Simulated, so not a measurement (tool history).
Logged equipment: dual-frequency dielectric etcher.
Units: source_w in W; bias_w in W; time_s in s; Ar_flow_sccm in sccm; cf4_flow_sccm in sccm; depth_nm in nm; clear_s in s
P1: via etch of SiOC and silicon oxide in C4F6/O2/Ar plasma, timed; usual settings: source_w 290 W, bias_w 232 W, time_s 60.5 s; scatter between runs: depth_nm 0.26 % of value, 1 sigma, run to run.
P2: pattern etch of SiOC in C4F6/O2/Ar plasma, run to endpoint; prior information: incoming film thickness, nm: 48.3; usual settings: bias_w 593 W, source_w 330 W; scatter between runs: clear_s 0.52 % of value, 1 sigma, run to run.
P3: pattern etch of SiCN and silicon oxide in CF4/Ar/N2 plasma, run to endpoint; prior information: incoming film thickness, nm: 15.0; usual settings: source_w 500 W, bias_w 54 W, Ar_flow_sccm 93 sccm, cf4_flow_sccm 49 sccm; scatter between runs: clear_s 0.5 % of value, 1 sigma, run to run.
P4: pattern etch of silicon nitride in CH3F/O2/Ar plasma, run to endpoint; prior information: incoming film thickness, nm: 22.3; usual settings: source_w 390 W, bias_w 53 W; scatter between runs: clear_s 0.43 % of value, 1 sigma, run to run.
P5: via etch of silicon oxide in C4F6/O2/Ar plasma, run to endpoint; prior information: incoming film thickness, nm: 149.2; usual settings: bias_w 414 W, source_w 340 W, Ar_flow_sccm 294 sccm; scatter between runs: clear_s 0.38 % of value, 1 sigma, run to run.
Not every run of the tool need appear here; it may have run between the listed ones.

run	hour	process	source_w	bias_w	time_s	Ar_flow_sccm	cf4_flow_sccm	depth_nm	clear_s
1	5.4	P1	290	232	60.5			65.033	
2	8.7	P3	500	34		93	49		21.611
3	11.9	P5	340	414		216			36.193
4	16.8	P1	290	232	60.5			65.504	
5	21.0	P1	380	232	46.5			55.432	
6	24.4	P5	340	278		294			43.302
7	29.0	P3	500	54		93	49		18.450
# hour 31.5: wet clean of the chamber
8	34.4	P2	330	593					16.105
9	39.9	P2	330	768					14.666
10	45.4	P1	390	232	60.5			73.360	
11	48.0	P5	220	414		294			43.984
12	52.7	P1	290	175	60.5			59.254	
13	58.3	P1	240	167	60.5			54.268	
14	63.4	P4	390	53					35.661
15	67.2	P5	340	414		294			37.818
16	70.6	P4	510	53					31.791
17	74.8	P1	290	232	36.0			38.888	
18	78.0	P1	290	232	88.5			95.814	
19	83.4	P1	290	232	60.5			65.382	
20	89.1	P2	330	593					16.084
21	93.4	P1	290	232	60.5			65.494	
22	99.0	P3	500	54		121	49		19.555
23	104.5	P1	290	286	60.5			70.417	
24	107.6	P3	600	54		93	49		15.840
25	111.2	P1	400	232	43.5			52.929	
26	114.6	P1	190	232	60.5			55.531	
27	118.0	P3	500	54		93	58		18.131
28	123.9	P1	290	232	60.5			65.129	
29	126.6	P2	390	593					15.268
30	130.5	P4	390	38					39.242
31	133.7	P1	290	232	60.5			65.412	
32	136.4	P1	290	232	60.5			65.496	
33	141.6	P1	290	232	60.5			65.750	
# hour 145.9: wet clean of the chamber
34	147.5	P1	290	232	60.5			66.355	
35	150.8	P1	290	232	60.5			66.019	
36	154.2	P1	290	232	60.5			66.298	
37	160.0	P1	290	232	60.5			65.881	
38	163.0	P1	290	232	60.5			66.186	
39	167.7	P1	290	232	60.5			66.352	

The log shows P1 creeping away from where it was. Any of the 2 causes listed here, at the size stated for it, fits the log just as well as the others:
A: bias power that arrives over what is set, % = 4.7
B: source power that arrives over what is set, % = 4.29
The drift started at roughly hour 133.7.
What rules out each remaining cause:
chamber walls in a state that raises the etch rate, %: was serviced at hour 145.9, once the creep was under way, yet the earlier output never came back

Consider the 4 check runs below, whose results appear as question marks and each of which averages 3 wafers. Which one distinguishes the causes, in that each cause would give it a clearly different result?
check 1	172.4	P4	390	53					?
check 2	172.4	P5	340	414		294			?
check 3	172.4	P2	330	593					?
check 4	172.4	P3	500	54		93	49		?

Predicted outcomes, by check and by cause:
check	result	if A	if B
check 1	clear_s	35.038	34.983
check 2	clear_s	37.034	37.083
check 3	clear_s	15.863	15.902
check 4	clear_s	18.300	17.902
Gap, in per cent, between the two causes that each check separates least, read from the result that separates them most: check 1 0.16 %; check 2 0.13 %; check 3 0.24 %; check 4 2.2 %
Only in check 4 would the causes give clearly different results; in the remaining checks their results would be nearly the same.

Check 4 was carried out, with these results: clear_s 18.281 s. Which of the listed causes is responsible?

It was cause A: bias power that arrives over what is set, %.
